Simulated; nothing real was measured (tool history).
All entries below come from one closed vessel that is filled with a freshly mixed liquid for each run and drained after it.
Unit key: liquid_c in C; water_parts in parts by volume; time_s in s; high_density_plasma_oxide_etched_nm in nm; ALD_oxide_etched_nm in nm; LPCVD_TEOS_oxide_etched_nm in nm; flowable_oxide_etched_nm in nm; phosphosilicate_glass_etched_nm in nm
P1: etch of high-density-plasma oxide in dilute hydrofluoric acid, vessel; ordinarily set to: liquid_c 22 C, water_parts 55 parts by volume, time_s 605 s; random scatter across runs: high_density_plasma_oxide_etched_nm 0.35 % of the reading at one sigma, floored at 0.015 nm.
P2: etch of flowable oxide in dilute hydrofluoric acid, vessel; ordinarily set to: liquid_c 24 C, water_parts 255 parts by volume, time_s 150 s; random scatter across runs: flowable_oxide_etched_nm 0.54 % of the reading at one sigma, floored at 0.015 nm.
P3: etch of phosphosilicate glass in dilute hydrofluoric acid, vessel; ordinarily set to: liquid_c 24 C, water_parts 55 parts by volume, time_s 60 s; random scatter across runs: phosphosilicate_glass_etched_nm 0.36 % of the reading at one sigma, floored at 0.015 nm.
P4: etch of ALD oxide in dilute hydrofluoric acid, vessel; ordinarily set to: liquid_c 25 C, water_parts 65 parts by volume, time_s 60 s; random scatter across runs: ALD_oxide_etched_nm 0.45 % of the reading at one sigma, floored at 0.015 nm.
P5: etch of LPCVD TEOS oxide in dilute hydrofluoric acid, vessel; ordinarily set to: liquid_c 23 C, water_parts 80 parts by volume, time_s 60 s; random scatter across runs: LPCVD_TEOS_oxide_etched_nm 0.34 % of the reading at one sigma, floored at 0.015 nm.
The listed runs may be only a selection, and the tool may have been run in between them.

| run | day | process | liquid_c | water_parts | time_s | hours since the thermometer was replaced | hours since the hydrofluoric acid flow meter was replaced | high_density_plasma_oxide_etched_nm | ALD_oxide_etched_nm | LPCVD_TEOS_oxide_etched_nm | flowable_oxide_etched_nm | phosphosilicate_glass_etched_nm |
|---|---|---|---|---|---|---|---|---|---|---|---|---|
| 1 | 0.6 | P1 | 22 | 55 | 605 | 666.6 | 311.8 | 60.575 |  |  |  |  |
| 2 | 1.15 | P1 | 22 | 55 | 605 | 679.8 | 325 | 60.457 |  |  |  |  |
| 3 | 1.579 | P1 | 29.5 | 55 | 605 | 690.1 | 335.3 | 81.814 |  |  |  |  |
| 4 | 2.004 | P1 | 22 | 55 | 605 | 700.3 | 345.5 | 60.496 |  |  |  |  |
| 5 | 2.571 | P4 | 25 | 65 | 60 | 713.9 | 359.1 |  | 19.428 |  |  |  |
| 6 | 2.992 | P1 | 17 | 30 | 605 | 724 | 369.2 | 92.058 |  |  |  |  |
| 7 | 3.358 | P5 | 27.5 | 80 | 60 | 732.8 | 378 |  |  | 14.538 |  |  |
| 8 | 3.758 | P4 | 25 | 65 | 100 | 742.4 | 387.6 |  | 32.4 |  |  |  |
|  | 4.129 | thermometer replaced |
| 9 | 4.383 | P1 | 22 | 20 | 605 | 6.1 | 402.6 | 173.61 |  |  |  |  |
| 10 | 4.992 | P5 | 23 | 80 | 110 | 20.7 | 417.2 |  |  | 22.237 |  |  |
| 11 | 5.721 | P2 | 24 | 255 | 150 | 38.2 | 434.7 |  |  |  | 19.723 |  |
| 12 | 6.388 | P3 | 24 | 55 | 60 | 54.2 | 450.7 |  |  |  |  | 88.953 |
| 13 | 6.842 | P2 | 24 | 255 | 80 | 65.1 | 461.6 |  |  |  | 10.47 |  |
| 14 | 7.208 | P1 | 22 | 55 | 1045 | 73.9 | 470.4 | 104.09 |  |  |  |  |
| 15 | 7.867 | P4 | 25 | 65 | 60 | 89.7 | 486.2 |  | 19.416 |  |  |  |
| 16 | 8.392 | P2 | 32 | 255 | 150 | 102.3 | 498.8 |  |  |  | 25.915 |  |
| 17 | 8.979 | P1 | 22 | 55 | 605 | 116.4 | 512.9 | 60.648 |  |  |  |  |
| 18 | 9.417 | P5 | 23 | 30 | 60 | 126.9 | 523.4 |  |  | 34.621 |  |  |
| 19 | 10.138 | P4 | 25 | 25 | 60 | 144.2 | 540.7 |  | 53.429 |  |  |  |
| 20 | 10.829 | P5 | 23 | 80 | 60 | 160.8 | 557.3 |  |  | 12.144 |  |  |
| 21 | 11.2 | P2 | 24 | 255 | 150 | 169.7 | 566.2 |  |  |  | 19.706 |  |
| 22 | 11.658 | P3 | 24 | 55 | 30 | 180.7 | 577.2 |  |  |  |  | 44.141 |
| 23 | 12.15 | P3 | 24 | 25 | 60 | 192.5 | 589 |  |  |  |  | 203.27 |
| 24 | 12.746 | P1 | 18.5 | 55 | 605 | 206.8 | 603.3 | 51.946 |  |  |  |  |
| 25 | 13.079 | P1 | 22 | 55 | 605 | 214.8 | 611.3 | 60.686 |  |  |  |  |
| 26 | 13.746 | P3 | 30.5 | 55 | 60 | 230.8 | 627.3 |  |  |  |  | 114.97 |
| 27 | 14.3 | P2 | 24 | 390 | 150 | 244.1 | 640.6 |  |  |  | 11.336 |  |
| 28 | 14.829 | P1 | 22 | 90 | 605 | 256.8 | 653.3 | 35.24 |  |  |  |  |
| 29 | 15.396 | P1 | 22 | 55 | 150 | 270.4 | 666.9 | 14.932 |  |  |  |  |
| 30 | 15.942 | P5 | 23 | 80 | 60 | 283.5 | 680 |  |  | 12.202 |  |  |
| 31 | 16.617 | P3 | 24 | 55 | 60 | 299.7 | 696.2 |  |  |  |  | 87.99 |
| 32 | 17.229 | P4 | 17 | 65 | 60 | 314.4 | 710.9 |  | 13.984 |  |  |  |
| 33 | 17.617 | P1 | 22 | 55 | 605 | 323.7 | 720.2 | 60.075 |  |  |  |  |
| 34 | 18.362 | P1 | 22 | 55 | 605 | 341.6 | 738.1 | 62.963 |  |  |  |  |
| 35 | 18.767 | P1 | 22 | 55 | 605 | 351.3 | 747.8 | 63.849 |  |  |  |  |
| 36 | 19.208 | P1 | 22 | 55 | 605 | 361.9 | 758.4 | 64.463 |  |  |  |  |
| 37 | 19.7 | P1 | 22 | 55 | 605 | 373.7 | 770.2 | 64.932 |  |  |  |  |
| 38 | 20.225 | P1 | 22 | 55 | 605 | 386.3 | 782.8 | 64.721 |  |  |  |  |
| 39 | 20.808 | P1 | 22 | 55 | 605 | 400.3 | 796.8 | 65.718 |  |  |  |  |
| 40 | 21.496 | P1 | 22 | 55 | 605 | 416.8 | 813.3 | 65.269 |  |  |  |  |
| 41 | 22.208 | P1 | 22 | 55 | 605 | 433.9 | 830.4 | 65.807 |  |  |  |  |
| 42 | 22.546 | P1 | 22 | 55 | 605 | 442 | 838.5 | 65.34 |  |  |  |  |

The output of P1 has drifted from where it used to be. Each of the 2 causes below, taken at the size shown beside it, accounts for the log equally well:
A: liquid hotter than its thermometer reads (K) = 2.01
B: hydrofluoric acid flow above the setpoint (%) = 8.07
The onset of the drift is placed at about day 17.617.

Listed below are the offered check runs, one wafer per run, with question marks in place of results. For which of them would the causes give clearly different outcomes?
| check 1 | 22.883 | P2 | 32 | 390 | 150 |  |  |  |  |  | ? |  |
| check 2 | 22.883 | P5 | 23 | 35 | 110 |  |  |  |  | ? |  |  |
| check 3 | 22.883 | P4 | 21 | 65 | 85 |  |  |  | ? |  |  |  |
| check 4 | 22.883 | P3 | 29 | 55 | 60 |  |  |  |  |  |  | ? |

If the cause were each of the candidates in turn, the checks would give the following:
| check | result | if A | if B |
|---|---|---|---|
| check 1 | flowable_oxide_etched_nm | 15.387 | 16.171 |
| check 2 | LPCVD_TEOS_oxide_etched_nm | 58.59 | 58.425 |
| check 3 | ALD_oxide_etched_nm | 25.433 | 25.441 |
| check 4 | phosphosilicate_glass_etched_nm | 117.04 | 117.67 |
Distance between the nearest two causes, measured in the result of the check that separates them most: check 1 4.97 %; check 2 0.28 %; check 3 0.03 %; check 4 0.53 %
The other checks would show nearly matching results whichever cause is true, so check 1 is the only one that separates the causes.

After running check 1, the following was obtained: flowable_oxide_etched_nm 15.24 nm. Which cause does this point to?

A is the cause: liquid hotter than its thermometer reads (K).
